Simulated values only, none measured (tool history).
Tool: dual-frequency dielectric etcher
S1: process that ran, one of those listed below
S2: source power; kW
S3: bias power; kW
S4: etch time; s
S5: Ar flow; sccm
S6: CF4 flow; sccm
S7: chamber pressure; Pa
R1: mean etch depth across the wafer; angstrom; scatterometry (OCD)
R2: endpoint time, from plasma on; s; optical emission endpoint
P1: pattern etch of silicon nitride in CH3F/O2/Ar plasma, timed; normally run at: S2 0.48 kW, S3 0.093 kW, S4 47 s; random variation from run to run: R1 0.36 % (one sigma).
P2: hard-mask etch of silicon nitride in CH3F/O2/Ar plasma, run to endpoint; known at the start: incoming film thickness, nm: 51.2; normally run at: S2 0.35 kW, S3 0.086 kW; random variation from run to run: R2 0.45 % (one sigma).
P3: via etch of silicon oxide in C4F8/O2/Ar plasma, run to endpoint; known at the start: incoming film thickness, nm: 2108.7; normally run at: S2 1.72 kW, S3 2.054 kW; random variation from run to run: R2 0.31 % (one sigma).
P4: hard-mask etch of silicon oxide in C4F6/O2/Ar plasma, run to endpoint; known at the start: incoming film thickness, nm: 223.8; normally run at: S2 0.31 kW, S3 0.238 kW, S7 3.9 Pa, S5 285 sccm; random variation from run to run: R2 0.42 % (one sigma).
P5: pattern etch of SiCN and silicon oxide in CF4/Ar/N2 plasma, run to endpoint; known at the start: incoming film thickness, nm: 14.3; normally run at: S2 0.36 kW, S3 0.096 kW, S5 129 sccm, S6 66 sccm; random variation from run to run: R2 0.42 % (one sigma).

run   hour  S1    S2     S3    S4   S5  S6   S7      R1      R2
  1   15.6  P1  0.48  0.093    47                378.83
  2   29.1  P5  0.36  0.096        157  66               19.869
  3   40.3  P5  0.43  0.096        129  66               16.705
  4   49.7  P4  0.19  0.238        285      3.9          85.879
  5   56.6  P1  0.48  0.093  31.5                256.58
  6   68.2  P1   0.6   0.11    47                440.69
  7   83.9  P5  0.36  0.096        129  66               19.455
  8   98.3  P1  0.48  0.093    47                381.68
  9  108.3  P5  0.36  0.096        129  40               20.763
 10  122.7  P3  1.72  2.618                              410.48
 11  136.9  P4  0.31  0.238        285      5.5          74.689
 12  150.8  P1  0.48  0.093    60                486.98
 13  163.7  P2  0.35  0.056                              84.166
 14  176.3  P4  0.31  0.151        285      3.9          83.787
 15  191.9  P1  0.66  0.093    47                 430.2
 16  205.6  P1  0.48  0.129    47                428.12
 17  219.2  P1  0.48  0.093    47                383.48
 18    229  P4  0.31  0.238        285      3.9          71.434
 19  239.8  P1  0.48  0.065    47                336.62
 20  247.2  P3  1.14  2.054                              520.29
 21  259.9  P5  0.36  0.132        129  66               17.006
 22  269.7  P1  0.48  0.093    47                 380.7
 23  279.6  P2  0.35  0.086                              72.742
 24  289.9  P4  0.31  0.238        187      3.9          68.282
 25  299.7  P2  0.45  0.086                              66.677
       305  -- wet clean of the chamber
 26  306.7  P1  0.48  0.093    47                381.76
 27  314.8  P4  0.31  0.238        285      3.9          72.142
 28  324.9  P1   0.3  0.093    47                319.04
 29  333.9  P3  1.72  2.054                              441.07
 30  342.7  P1  0.48  0.093    47                379.04
 31  353.1  P1  0.48  0.093    47                378.12
 32  366.8  P1  0.48  0.093    47                377.85
 33    377  P1  0.48  0.093    47                375.28
 34  389.9  P1  0.48  0.093    47                376.63
     397.2  -- wet clean of the chamber
 35  401.1  P1  0.48  0.093    47                375.67
 36  412.4  P1  0.48  0.093    47                376.16
 37  424.1  P1  0.48  0.093    47                 376.5
 38  439.2  P1  0.48  0.093    47                374.55
 39  446.9  P1  0.48  0.093    47                   376
 40  462.3  P1  0.48  0.093    47                371.74

What P1 gives has crept away from where it was. These 2 causes fit the log equally well, each at the size given:
A: source power that arrives under what is set, % = 4.7
B: bias power that arrives under what is set, % = 4.95
The creep began at about hour 342.7.
Why every other cause is out:
chamber walls in a state that lowers the etch rate, %: serviced at hour 397.2, which brought nothing back

4 check runs are offered, each on 3 wafers whose results are averaged, their results left as question marks. Which one tells the causes apart?
check 1  477.7  P2  0.35  0.071                         ?
check 2  477.7  P3  1.25  2.054                         ?
check 3  477.7  P4  0.31  0.238      210      3.9       ?
check 4  477.7  P5  0.36   0.13      129  44            ?

What each check would give under each cause:
  check  result    if A    if B
check 1      R2  79.622  79.559
check 2      R2  512.49  510.46
check 3      R2  70.551   70.47
check 4      R2  18.833  18.458
How far apart the two closest causes lie, in the result that separates them most: check 1 0.08 %; check 2 0.4 %; check 3 0.12 %; check 4 2.01 %
Only check 4 tells the causes apart: in the others they would give nearly the same result.

Check 4 was then run and gave: R2 18.848 s. Which cause is it?

It is A: source power that arrives under what is set, %.

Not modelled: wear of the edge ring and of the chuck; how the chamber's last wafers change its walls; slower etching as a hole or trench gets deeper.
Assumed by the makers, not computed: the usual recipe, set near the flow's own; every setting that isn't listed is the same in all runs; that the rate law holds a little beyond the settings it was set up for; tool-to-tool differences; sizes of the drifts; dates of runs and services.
